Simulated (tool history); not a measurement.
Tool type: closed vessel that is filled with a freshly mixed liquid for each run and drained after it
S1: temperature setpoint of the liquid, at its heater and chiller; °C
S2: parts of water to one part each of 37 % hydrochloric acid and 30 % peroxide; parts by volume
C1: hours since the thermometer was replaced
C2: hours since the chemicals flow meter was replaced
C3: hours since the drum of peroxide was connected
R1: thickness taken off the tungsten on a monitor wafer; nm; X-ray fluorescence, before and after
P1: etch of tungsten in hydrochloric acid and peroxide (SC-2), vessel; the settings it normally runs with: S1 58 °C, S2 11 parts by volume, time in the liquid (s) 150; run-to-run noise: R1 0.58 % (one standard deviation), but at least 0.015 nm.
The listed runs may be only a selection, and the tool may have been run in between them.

{"run": 1, "hour": 5.9, "S1": 58, "S2": 11, "time in the liquid (s)": 150, "C1": 729.3, "C2": 1382.6, "C3": 388.6, "R1": 27.243}
{"run": 2, "hour": 15.7, "S1": 58, "S2": 19, "time in the liquid (s)": 150, "C1": 739.1, "C2": 1392.4, "C3": 398.4, "R1": 16.663}
{"run": 3, "hour": 24.9, "S1": 58, "S2": 11, "time in the liquid (s)": 275, "C1": 748.3, "C2": 1401.6, "C3": 407.6, "R1": 49.629}
{"run": 4, "hour": 30.6, "S1": 58, "S2": 11, "time in the liquid (s)": 30, "C1": 754, "C2": 1407.3, "C3": 413.3, "R1": 5.4258}
{"run": 5, "hour": 38.0, "S1": 58, "S2": 11, "time in the liquid (s)": 150, "C1": 761.4, "C2": 1414.7, "C3": 420.7, "R1": 27.058}
{"run": 6, "hour": 45.5, "S1": 46, "S2": 11, "time in the liquid (s)": 150, "C1": 768.9, "C2": 1422.2, "C3": 428.2, "R1": 12.313}
{"run": 7, "hour": 54.6, "S1": 69.5, "S2": 11, "time in the liquid (s)": 150, "C1": 778, "C2": 1431.3, "C3": 437.3, "R1": 54.468}
{"run": 8, "hour": 59.3, "S1": 42, "S2": 14.5, "time in the liquid (s)": 150, "C1": 782.7, "C2": 1436, "C3": 442, "R1": 7.327}
{"run": 9, "hour": 68.0, "S1": 58, "S2": 11, "time in the liquid (s)": 150, "C1": 791.4, "C2": 1444.7, "C3": 450.7, "R1": 26.776}
{"run": 10, "hour": 77.5, "S1": 58, "S2": 4, "time in the liquid (s)": 150, "C1": 800.9, "C2": 1454.2, "C3": 460.2, "R1": 59.316}
{"run": 11, "hour": 85.1, "S1": 58, "S2": 11, "time in the liquid (s)": 150, "C1": 808.5, "C2": 1461.8, "C3": 467.8, "R1": 27.092}
{"run": 12, "hour": 90.1, "S1": 58, "S2": 11, "time in the liquid (s)": 150, "C1": 813.5, "C2": 1466.8, "C3": 472.8, "R1": 27.081}
{"run": 13, "hour": 98.2, "S1": 46.5, "S2": 11, "time in the liquid (s)": 90, "C1": 821.6, "C2": 1474.9, "C3": 480.9, "R1": 7.5486}
{"run": 14, "hour": 105.8, "S1": 58, "S2": 11, "time in the liquid (s)": 150, "C1": 829.2, "C2": 1482.5, "C3": 488.5, "R1": 27.088}
{"run": 15, "hour": 110.7, "S1": 58, "S2": 4, "time in the liquid (s)": 30, "C1": 834.1, "C2": 1487.4, "C3": 493.4, "R1": 11.655}
{"run": 16, "hour": 118.3, "S1": 58, "S2": 11, "time in the liquid (s)": 150, "C1": 841.7, "C2": 1495, "C3": 501, "R1": 27.373}
{"run": 17, "hour": 124.5, "S1": 58, "S2": 11, "time in the liquid (s)": 150, "C1": 847.9, "C2": 1501.2, "C3": 507.2, "R1": 26.255}
{"run": 18, "hour": 132.0, "S1": 58, "S2": 11, "time in the liquid (s)": 150, "C1": 855.4, "C2": 1508.7, "C3": 514.7, "R1": 26.09}
{"run": 19, "hour": 141.1, "S1": 58, "S2": 11, "time in the liquid (s)": 150, "C1": 864.5, "C2": 1517.8, "C3": 523.8, "R1": 25.623}
{"run": 20, "hour": 150.2, "S1": 58, "S2": 11, "time in the liquid (s)": 150, "C1": 873.6, "C2": 1526.9, "C3": 532.9, "R1": 25.519}
{"run": 21, "hour": 158.4, "S1": 58, "S2": 11, "time in the liquid (s)": 150, "C1": 881.8, "C2": 1535.1, "C3": 541.1, "R1": 25.167}
{"hour": 163.2, "done": "new drum of peroxide connected"}
{"run": 22, "hour": 164.2, "S1": 58, "S2": 11, "time in the liquid (s)": 150, "C1": 887.6, "C2": 1540.9, "C3": 1.1, "R1": 25.01}
{"run": 23, "hour": 172.4, "S1": 58, "S2": 11, "time in the liquid (s)": 150, "C1": 895.8, "C2": 1549.1, "C3": 9.3, "R1": 24.952}
{"run": 24, "hour": 178.0, "S1": 58, "S2": 11, "time in the liquid (s)": 150, "C1": 901.4, "C2": 1554.7, "C3": 14.9, "R1": 25.114}

Expected results for the next run?
{"run": 25, "hour": 184.8, "S1": 58, "S2": 11, "time in the liquid (s)": 150, "C1": 908.2, "C2": 1561.5, "C3": 21.7, "R1": "?"}

R1: 24.734 nm

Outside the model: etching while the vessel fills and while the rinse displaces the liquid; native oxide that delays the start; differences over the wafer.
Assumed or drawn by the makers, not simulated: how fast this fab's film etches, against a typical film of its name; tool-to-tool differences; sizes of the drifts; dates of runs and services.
